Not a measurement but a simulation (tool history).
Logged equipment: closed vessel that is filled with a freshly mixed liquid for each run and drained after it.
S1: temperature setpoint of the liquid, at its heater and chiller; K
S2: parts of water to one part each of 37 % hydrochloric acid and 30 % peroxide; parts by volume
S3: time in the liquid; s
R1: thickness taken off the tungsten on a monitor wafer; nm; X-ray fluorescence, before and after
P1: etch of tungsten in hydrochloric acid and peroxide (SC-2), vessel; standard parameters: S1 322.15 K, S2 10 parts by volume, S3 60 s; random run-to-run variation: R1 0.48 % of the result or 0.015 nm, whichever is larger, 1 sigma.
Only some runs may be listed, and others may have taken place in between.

{"run": 1, "hour": 8.5, "S1": 322.15, "S2": 10, "S3": 60, "R1": 9.3357}
{"run": 2, "hour": 14.4, "S1": 322.15, "S2": 10, "S3": 60, "R1": 9.2482}
{"run": 3, "hour": 22.8, "S1": 322.15, "S2": 10, "S3": 60, "R1": 9.2665}
{"run": 4, "hour": 31.4, "S1": 308.65, "S2": 10, "S3": 60, "R1": 3.6044}
{"run": 5, "hour": 36.5, "S1": 322.15, "S2": 4, "S3": 60, "R1": 18.461}
{"run": 6, "hour": 42.5, "S1": 322.15, "S2": 10, "S3": 60, "R1": 9.2629}
{"run": 7, "hour": 47.7, "S1": 322.15, "S2": 10, "S3": 115, "R1": 17.82}
{"hour": 49.3, "done": "new drum of peroxide connected"}
{"run": 8, "hour": 55.2, "S1": 322.15, "S2": 10, "S3": 30, "R1": 4.6579}
{"run": 9, "hour": 59.6, "S1": 322.15, "S2": 18, "S3": 30, "R1": 2.7822}
{"run": 10, "hour": 66.0, "S1": 322.15, "S2": 10, "S3": 60, "R1": 9.3845}
{"run": 11, "hour": 74.2, "S1": 313.15, "S2": 13.5, "S3": 60, "R1": 3.8564}
{"run": 12, "hour": 81.9, "S1": 322.15, "S2": 18.5, "S3": 60, "R1": 5.3896}

Run 13 has not been measured yet. What should we expect?
{"run": 13, "hour": 86.0, "S1": 314.15, "S2": 10, "S3": 95, "R1": "?"}

Run 13 yielded R1 8.4929 nm.

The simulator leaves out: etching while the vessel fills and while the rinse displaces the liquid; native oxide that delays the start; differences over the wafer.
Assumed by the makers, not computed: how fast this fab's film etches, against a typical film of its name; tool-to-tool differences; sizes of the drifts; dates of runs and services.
